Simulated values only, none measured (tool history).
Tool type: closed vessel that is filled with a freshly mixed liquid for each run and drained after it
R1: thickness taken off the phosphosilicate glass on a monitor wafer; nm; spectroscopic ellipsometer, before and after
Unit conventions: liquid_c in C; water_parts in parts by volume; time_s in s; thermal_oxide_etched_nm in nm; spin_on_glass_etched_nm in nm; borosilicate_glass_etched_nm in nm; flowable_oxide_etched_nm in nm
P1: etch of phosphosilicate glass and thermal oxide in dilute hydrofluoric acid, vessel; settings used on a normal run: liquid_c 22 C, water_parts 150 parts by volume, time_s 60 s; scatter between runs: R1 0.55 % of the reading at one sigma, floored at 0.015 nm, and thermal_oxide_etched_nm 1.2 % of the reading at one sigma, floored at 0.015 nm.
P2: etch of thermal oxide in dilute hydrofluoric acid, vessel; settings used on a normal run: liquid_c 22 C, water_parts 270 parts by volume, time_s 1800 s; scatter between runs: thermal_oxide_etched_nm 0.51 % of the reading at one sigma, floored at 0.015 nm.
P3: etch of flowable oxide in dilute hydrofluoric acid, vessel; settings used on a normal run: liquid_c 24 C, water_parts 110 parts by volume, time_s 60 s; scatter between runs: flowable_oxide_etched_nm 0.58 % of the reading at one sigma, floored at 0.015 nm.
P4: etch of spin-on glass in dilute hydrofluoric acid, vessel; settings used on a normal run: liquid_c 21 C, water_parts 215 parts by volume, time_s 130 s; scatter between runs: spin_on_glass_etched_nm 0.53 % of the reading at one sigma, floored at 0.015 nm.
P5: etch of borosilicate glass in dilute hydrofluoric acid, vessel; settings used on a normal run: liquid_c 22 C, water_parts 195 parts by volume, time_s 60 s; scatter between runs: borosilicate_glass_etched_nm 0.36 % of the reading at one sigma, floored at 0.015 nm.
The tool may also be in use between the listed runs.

run 1 hour=7.5 | process=P1 liquid_c=22 water_parts=150 time_s=60 | R1=25.892 thermal_oxide_etched_nm=1.6588
run 2 hour=12.6 | process=P1 liquid_c=22 water_parts=150 time_s=60 | R1=25.675 thermal_oxide_etched_nm=1.6424
run 3 hour=17.8 | process=P4 liquid_c=21 water_parts=115 time_s=130 | spin_on_glass_etched_nm=24.934
run 4 hour=24 | process=P4 liquid_c=21 water_parts=215 time_s=130 | spin_on_glass_etched_nm=11.96
run 5 hour=32.8 | process=P5 liquid_c=22 water_parts=195 time_s=60 | borosilicate_glass_etched_nm=9.1393
run 6 hour=39.4 | process=P2 liquid_c=22 water_parts=270 time_s=3000 | thermal_oxide_etched_nm=40.351
run 7 hour=48.7 | process=P3 liquid_c=24 water_parts=110 time_s=60 | flowable_oxide_etched_nm=16.155
run 8 hour=55.3 | process=P2 liquid_c=22 water_parts=470 time_s=1800 | thermal_oxide_etched_nm=11.687
run 9 hour=63.7 | process=P4 liquid_c=21 water_parts=215 time_s=130 | spin_on_glass_etched_nm=11.917
run 10 hour=68.5 | process=P1 liquid_c=28 water_parts=150 time_s=60 | R1=32.252 thermal_oxide_etched_nm=2.0666
run 11 hour=73.5 | process=P1 liquid_c=22 water_parts=150 time_s=30 | R1=12.816 thermal_oxide_etched_nm=0.78986
run 12 hour=79.4 | process=P1 liquid_c=22 water_parts=230 time_s=60 | R1=15.356 thermal_oxide_etched_nm=0.99334
run 13 hour=87.7 | process=P3 liquid_c=31.5 water_parts=110 time_s=60 | flowable_oxide_etched_nm=21.485
run 14 hour=94.8 | process=P1 liquid_c=22 water_parts=65 time_s=60 | R1=65.222 thermal_oxide_etched_nm=4.1933
run 15 hour=102.3 | process=P2 liquid_c=26 water_parts=270 time_s=1800 | thermal_oxide_etched_nm=27.885
run 16 hour=108.8 | process=P3 liquid_c=24 water_parts=110 time_s=105 | flowable_oxide_etched_nm=28.532
run 17 hour=116.9 | process=P5 liquid_c=22 water_parts=55 time_s=60 | borosilicate_glass_etched_nm=38.284
run 18 hour=125.2 | process=P5 liquid_c=29 water_parts=195 time_s=60 | borosilicate_glass_etched_nm=11.838
run 19 hour=130 | process=P1 liquid_c=22 water_parts=150 time_s=60 | R1=25.777 thermal_oxide_etched_nm=1.6685
run 20 hour=137.3 | process=P1 liquid_c=17 water_parts=150 time_s=60 | R1=20.956 thermal_oxide_etched_nm=1.3497
run 21 hour=144.7 | process=P4 liquid_c=21 water_parts=215 time_s=245 | spin_on_glass_etched_nm=22.467
run 22 hour=152.8 | process=P1 liquid_c=27 water_parts=225 time_s=60 | R1=18.959 thermal_oxide_etched_nm=1.2354
run 23 hour=162.6 | process=P1 liquid_c=22 water_parts=150 time_s=60 | R1=25.867 thermal_oxide_etched_nm=1.6273
run 24 hour=169.9 | process=P1 liquid_c=22 water_parts=150 time_s=120 | R1=51.962 thermal_oxide_etched_nm=3.2471
run 25 hour=177 | process=P2 liquid_c=22 water_parts=270 time_s=1800 | thermal_oxide_etched_nm=24.365
run 26 hour=186.1 | process=P1 liquid_c=22 water_parts=150 time_s=60 | R1=25.547 thermal_oxide_etched_nm=1.6804
run 27 hour=193.3 | process=P1 liquid_c=27 water_parts=250 time_s=60 | R1=16.565 thermal_oxide_etched_nm=1.0897
run 28 hour=200.1 | process=P5 liquid_c=22 water_parts=195 time_s=30 | borosilicate_glass_etched_nm=4.6054
run 29 hour=204.7 | process=P3 liquid_c=24 water_parts=110 time_s=60 | flowable_oxide_etched_nm=16.2
run 30 hour=212.5 | process=P3 liquid_c=24 water_parts=40 time_s=60 | flowable_oxide_etched_nm=48.438

Forecast run 31:
run 31 hour=219.6 | process=P4 liquid_c=17 water_parts=215 time_s=130 | spin_on_glass_etched_nm=?

spin_on_glass_etched_nm: 10.261 nm

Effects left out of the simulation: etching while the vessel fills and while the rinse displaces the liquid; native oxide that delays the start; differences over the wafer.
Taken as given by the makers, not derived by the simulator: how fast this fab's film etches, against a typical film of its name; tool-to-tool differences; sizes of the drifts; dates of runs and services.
